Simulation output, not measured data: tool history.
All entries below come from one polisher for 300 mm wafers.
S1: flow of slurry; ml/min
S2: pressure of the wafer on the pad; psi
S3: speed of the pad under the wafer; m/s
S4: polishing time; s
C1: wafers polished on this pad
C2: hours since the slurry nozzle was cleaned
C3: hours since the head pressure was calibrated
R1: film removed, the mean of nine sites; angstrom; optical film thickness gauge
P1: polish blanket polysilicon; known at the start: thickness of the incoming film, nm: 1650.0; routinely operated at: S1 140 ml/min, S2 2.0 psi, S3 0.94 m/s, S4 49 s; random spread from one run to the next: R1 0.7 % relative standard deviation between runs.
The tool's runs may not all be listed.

{"run": 1, "hour": 2.8, "S1": 140, "S2": 2.0, "S3": 0.94, "S4": 49, "C1": 156, "C2": 37.7, "C3": 262.8, "R1": 3085.2}
{"run": 2, "hour": 5.7, "S1": 140, "S2": 2.0, "S3": 1.46, "S4": 49, "C1": 181, "C2": 40.6, "C3": 265.7, "R1": 4837.0}
{"run": 3, "hour": 9.7, "S1": 140, "S2": 2.0, "S3": 0.94, "S4": 49, "C1": 215, "C2": 44.6, "C3": 269.7, "R1": 3079.9}
{"run": 4, "hour": 13.4, "S1": 140, "S2": 1.0, "S3": 0.94, "S4": 49, "C1": 246, "C2": 48.3, "C3": 273.4, "R1": 1526.8}
{"run": 5, "hour": 16.2, "S1": 140, "S2": 1.2, "S3": 1.32, "S4": 49, "C1": 270, "C2": 51.1, "C3": 276.2, "R1": 2608.5}
{"run": 6, "hour": 18.4, "S1": 140, "S2": 2.0, "S3": 0.94, "S4": 49, "C1": 289, "C2": 53.3, "C3": 278.4, "R1": 3096.7}
{"run": 7, "hour": 22.4, "S1": 140, "S2": 2.0, "S3": 0.54, "S4": 49, "C1": 323, "C2": 57.3, "C3": 282.4, "R1": 1771.3}
{"run": 8, "hour": 25.5, "S1": 85, "S2": 2.0, "S3": 0.94, "S4": 49, "C1": 349, "C2": 60.4, "C3": 285.5, "R1": 2741.7}
{"run": 9, "hour": 27.9, "S1": 140, "S2": 2.0, "S3": 0.94, "S4": 75, "C1": 369, "C2": 62.8, "C3": 287.9, "R1": 4701.7}
{"run": 10, "hour": 30.5, "S1": 140, "S2": 2.0, "S3": 0.94, "S4": 23, "C1": 391, "C2": 65.4, "C3": 290.5, "R1": 1437.3}
{"run": 11, "hour": 33.5, "S1": 140, "S2": 2.0, "S3": 0.94, "S4": 49, "C1": 417, "C2": 68.4, "C3": 293.5, "R1": 3099.0}
{"run": 12, "hour": 36.6, "S1": 140, "S2": 3.0, "S3": 0.94, "S4": 49, "C1": 443, "C2": 71.5, "C3": 296.6, "R1": 4629.7}
{"run": 13, "hour": 40.3, "S1": 225, "S2": 2.0, "S3": 0.94, "S4": 49, "C1": 475, "C2": 75.2, "C3": 300.3, "R1": 3308.6}
{"run": 14, "hour": 44.2, "S1": 140, "S2": 2.0, "S3": 0.94, "S4": 49, "C1": 508, "C2": 79.1, "C3": 304.2, "R1": 3095.7}
{"run": 15, "hour": 46.3, "S1": 140, "S2": 2.0, "S3": 0.94, "S4": 49, "C1": 526, "C2": 81.2, "C3": 306.3, "R1": 3030.4}
{"run": 16, "hour": 49.3, "S1": 140, "S2": 2.0, "S3": 0.94, "S4": 49, "C1": 551, "C2": 84.2, "C3": 309.3, "R1": 2934.6}
{"run": 17, "hour": 51.5, "S1": 140, "S2": 2.0, "S3": 0.94, "S4": 49, "C1": 570, "C2": 86.4, "C3": 311.5, "R1": 2916.4}
{"run": 18, "hour": 55.2, "S1": 140, "S2": 2.0, "S3": 0.94, "S4": 49, "C1": 601, "C2": 90.1, "C3": 315.2, "R1": 2878.1}
{"run": 19, "hour": 57.7, "S1": 140, "S2": 2.0, "S3": 0.94, "S4": 49, "C1": 622, "C2": 92.6, "C3": 317.7, "R1": 2877.8}
{"run": 20, "hour": 59.7, "S1": 140, "S2": 2.0, "S3": 0.94, "S4": 49, "C1": 639, "C2": 94.6, "C3": 319.7, "R1": 2841.8}

For run 21, what comes out?
{"run": 21, "hour": 61.9, "S1": 140, "S2": 2.0, "S3": 0.94, "S4": 49, "C1": 658, "C2": 96.8, "C3": 321.9, "R1": "?"}

Run 21 produced R1 2820.9 angstrom.

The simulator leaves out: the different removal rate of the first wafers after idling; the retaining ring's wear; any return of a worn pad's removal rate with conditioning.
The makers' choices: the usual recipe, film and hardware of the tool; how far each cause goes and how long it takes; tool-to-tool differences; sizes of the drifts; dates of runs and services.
